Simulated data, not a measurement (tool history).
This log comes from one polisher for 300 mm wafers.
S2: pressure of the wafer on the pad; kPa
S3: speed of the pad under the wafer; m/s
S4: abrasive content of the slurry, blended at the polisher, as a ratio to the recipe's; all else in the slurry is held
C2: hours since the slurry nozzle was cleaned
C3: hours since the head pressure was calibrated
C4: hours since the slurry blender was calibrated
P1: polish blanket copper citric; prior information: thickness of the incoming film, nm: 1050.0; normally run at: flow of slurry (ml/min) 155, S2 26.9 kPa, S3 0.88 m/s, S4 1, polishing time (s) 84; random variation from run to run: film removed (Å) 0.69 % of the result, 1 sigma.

run 1 day=0.129 | flow_of_slurry_(ml/min)=155 S2=26.9 S3=0.88 S4=1 polishing_time_(s)=84 | wafers_polished_on_this_pad=645 C2=47.3 C3=338.6 C4=322.8 | film_removed_(Å)=1714.5
run 2 day=0.317 | flow_of_slurry_(ml/min)=155 S2=26.9 S3=0.88 S4=1.45 polishing_time_(s)=84 | wafers_polished_on_this_pad=692 C2=51.8 C3=343.1 C4=327.3 | film_removed_(Å)=1844.6
run 3 day=0.542 | flow_of_slurry_(ml/min)=155 S2=19.3 S3=0.88 S4=1 polishing_time_(s)=84 | wafers_polished_on_this_pad=748 C2=57.2 C3=348.5 C4=332.7 | film_removed_(Å)=1246.5
run 4 day=0.65 | flow_of_slurry_(ml/min)=155 S2=26.9 S3=0.88 S4=1 polishing_time_(s)=116 | wafers_polished_on_this_pad=775 C2=59.8 C3=351.1 C4=335.3 | film_removed_(Å)=2359.9
run 5 day=0.754 | flow_of_slurry_(ml/min)=195 S2=26.9 S3=0.88 S4=1 polishing_time_(s)=84 | wafers_polished_on_this_pad=801 C2=62.3 C3=353.6 C4=337.8 | film_removed_(Å)=1757.2
run 6 day=0.983 | flow_of_slurry_(ml/min)=155 S2=26.9 S3=1.2 S4=1 polishing_time_(s)=84 | wafers_polished_on_this_pad=859 C2=67.8 C3=359.1 C4=343.3 | film_removed_(Å)=2329.1
run 7 day=1.208 | flow_of_slurry_(ml/min)=155 S2=26.9 S3=0.88 S4=1 polishing_time_(s)=41 | wafers_polished_on_this_pad=915 C2=73.2 C3=364.5 C4=348.7 | film_removed_(Å)=835.33
run 8 day=1.421 | flow_of_slurry_(ml/min)=155 S2=26.9 S3=0.88 S4=0.7 polishing_time_(s)=84 | wafers_polished_on_this_pad=968 C2=78.3 C3=369.6 C4=353.8 | film_removed_(Å)=1606.7
run 9 day=1.533 | flow_of_slurry_(ml/min)=155 S2=26.9 S3=0.88 S4=1 polishing_time_(s)=84 | wafers_polished_on_this_pad=996 C2=81 C3=372.3 C4=356.5 | film_removed_(Å)=1734.1
run 10 day=1.688 | flow_of_slurry_(ml/min)=155 S2=26.9 S3=0.88 S4=1 polishing_time_(s)=84 | wafers_polished_on_this_pad=1035 C2=84.7 C3=376 C4=360.2 | film_removed_(Å)=1700
run 11 day=1.788 | flow_of_slurry_(ml/min)=155 S2=33.8 S3=0.88 S4=1 polishing_time_(s)=127 | wafers_polished_on_this_pad=1060 C2=87.1 C3=378.4 C4=362.6 | film_removed_(Å)=3252
run 12 day=1.942 | flow_of_slurry_(ml/min)=95 S2=26.9 S3=0.88 S4=1 polishing_time_(s)=84 | wafers_polished_on_this_pad=1099 C2=90.8 C3=382.1 C4=366.3 | film_removed_(Å)=1536.4
run 13 day=2.15 | flow_of_slurry_(ml/min)=155 S2=26.9 S3=0.5 S4=1 polishing_time_(s)=84 | wafers_polished_on_this_pad=1151 C2=95.8 C3=387.1 C4=371.3 | film_removed_(Å)=983.49
run 14 day=2.35 | flow_of_slurry_(ml/min)=155 S2=42.7 S3=0.88 S4=1 polishing_time_(s)=84 | wafers_polished_on_this_pad=1201 C2=100.6 C3=391.9 C4=376.1 | film_removed_(Å)=2704.3
run 15 day=2.567 | flow_of_slurry_(ml/min)=155 S2=26.9 S3=0.88 S4=1 polishing_time_(s)=84 | wafers_polished_on_this_pad=1255 C2=105.8 C3=397.1 C4=381.3 | film_removed_(Å)=1739.6
run 16 day=2.712 | flow_of_slurry_(ml/min)=155 S2=26.9 S3=0.88 S4=1 polishing_time_(s)=84 | wafers_polished_on_this_pad=1292 C2=109.3 C3=400.6 C4=384.8 | film_removed_(Å)=1705.8
run 17 day=2.942 | flow_of_slurry_(ml/min)=155 S2=26.9 S3=0.88 S4=1 polishing_time_(s)=84 | wafers_polished_on_this_pad=1349 C2=114.8 C3=406.1 C4=390.3 | film_removed_(Å)=1665.5
run 18 day=3.129 | flow_of_slurry_(ml/min)=155 S2=26.9 S3=0.88 S4=1 polishing_time_(s)=84 | wafers_polished_on_this_pad=1396 C2=119.3 C3=410.6 C4=394.8 | film_removed_(Å)=1643.5

The next listed run, before its measurement:
run 19 day=3.312 | flow_of_slurry_(ml/min)=155 S2=26.9 S3=0.88 S4=1 polishing_time_(s)=84 | wafers_polished_on_this_pad=1442 C2=123.7 C3=415 C4=399.2 | film_removed_(Å)=?

{"run 19": {"film removed (Å)": 1631.5}}
